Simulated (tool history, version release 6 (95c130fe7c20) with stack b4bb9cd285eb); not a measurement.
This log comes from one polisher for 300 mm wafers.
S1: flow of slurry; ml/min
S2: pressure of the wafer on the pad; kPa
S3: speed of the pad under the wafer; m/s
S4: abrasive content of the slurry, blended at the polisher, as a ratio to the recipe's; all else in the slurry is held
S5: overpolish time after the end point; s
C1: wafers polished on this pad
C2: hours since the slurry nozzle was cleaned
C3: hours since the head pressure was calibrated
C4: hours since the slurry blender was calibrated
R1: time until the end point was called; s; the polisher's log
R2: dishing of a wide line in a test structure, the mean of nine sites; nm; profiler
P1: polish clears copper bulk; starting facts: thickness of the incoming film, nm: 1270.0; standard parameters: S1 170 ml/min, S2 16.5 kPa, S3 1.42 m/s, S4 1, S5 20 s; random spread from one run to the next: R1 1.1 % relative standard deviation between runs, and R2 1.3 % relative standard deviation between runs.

run	hour	S1	S2	S3	S4	S5	C1	C2	C3	C4	R1	R2
1	9	170	16.5	1.42	1	20	558	171.5	574.6	311	101.8	100.39
2	17.6	110	16.5	1.84	1	20	626	180.1	583.2	319.6	84.878	111.61
3	31.6	170	25.5	1.42	1	20	736	194.1	597.2	333.6	65.141	127.14
4	41.8	170	16.5	1.42	1	20	817	204.3	607.4	343.8	101.79	100.99
5	52.4	100	16.5	1.42	1	20	901	214.9	618	354.4	111.45	96.348
6	64.6	170	16.5	1.42	1	6	997	227.1	630.2	366.6	102.16	46.811
7	72.3	170	16.5	1.42	1	20	1058	234.8	637.9	374.3	102.06	100.11
8	79.1	170	16.5	0.76	1	20	1112	241.6	644.7	381.1	184.59	71.433
9	90.3	170	16.5	1.42	1.35	20	1201	252.8	655.9	392.3	94.165	103.81
10	101.5	170	16.5	2.08	1	20	1289	264	667.1	403.5	68.72	117.83
11	111.5	255	16.5	1.42	1	20	1368	274	677.1	413.5	96.49	101.6
12	119.9	170	16.5	1.42	0.6	20	1435	282.4	685.5	421.9	114.49	97.436
13	133.2	170	16.5	1.42	1	34	1540	295.7	698.8	435.2	101.02	119.63
14	144.5	170	16.5	1.42	1	20	1629	307	710.1	446.5	100.97	102.42
15	155.2	170	9.7	1.42	1	20	1714	317.7	720.8	457.2	172.72	69.596
16	169.5	170	16.5	1.42	1	20	1827	332	735.1	471.5	101.83	102.13
17	177.1	170	16.5	1.42	1	20	1887	339.6	742.7	479.1	103.03	99.796
18	188.7	170	16.5	1.42	1	20	1979	351.2	754.3	490.7	105.78	98.432
# hour 201: worn pad replaced by a new one
# hour 203.5: head pressure recalibrated
19	203.5	170	16.5	1.42	1	20	20	366	0	505.5	109.15	95.659
20	213.9	170	16.5	1.42	1	20	102	376.4	10.4	515.9	108.52	97.238
21	224.4	170	16.5	1.42	1	20	185	386.9	20.9	526.4	110.45	98.682
22	232.6	170	16.5	1.42	1	20	250	395.1	29.1	534.6	108.73	96.794
23	244	170	16.5	1.42	1	20	340	406.5	40.5	546	110.3	98.641

The log shows P1 creeping away from where it was. Any of the 2 causes listed here, at the size stated for it, fits the log just as well as the others:
A: abrasive missing from the slurry, % = 34.9
B: slurry flow missing at the pad, % = 37.2
Onset of the creep was near hour 169.5.
Every other cause this tool's parts could produce, and why it does not fit the log:
removal rate lost through wear of the pad, %: maintenance at hour 201, after the shift began, did not return the process to its former output
head's pressure below its setpoint, %: maintenance at hour 203.5, after the shift began, did not return the process to its former output

You are offered 4 check runs, listed below with question marks in place of their results; each one averages 3 wafers. Which run separates the listed causes by giving clearly different results for each?
check 1	255.4	170	16.5	1.42	1	11					?	?
check 2	255.4	105	16.5	2.04	1	20					?	?
check 3	255.4	170	11.7	1.42	1	20					?	?
check 4	255.4	220	16.5	1.42	0.6	20					?	?

What each check would give under each cause:
check	result	if A	if B
check 1	R1	110.81	110.79
check 1	R2	69.542	69.549
check 2	R1	84.682	88.782
check 2	R2	108.77	106.94
check 3	R1	156.44	156.41
check 3	R2	77.115	77.122
check 4	R1	118.25	116.69
check 4	R2	94.627	95.231
Distance between the nearest two causes, measured in the result of the check that separates them most: check 1 0.02 %; check 2 4.73 %; check 3 0.02 %; check 4 1.32 %
Check 2 is the one run that separates the causes; every other check would come out nearly the same whichever cause is at work.

Here is what check 2 returned: R1 88.815 s; R2 106.22 nm. Which cause is it?

It is B: slurry flow missing at the pad, %.
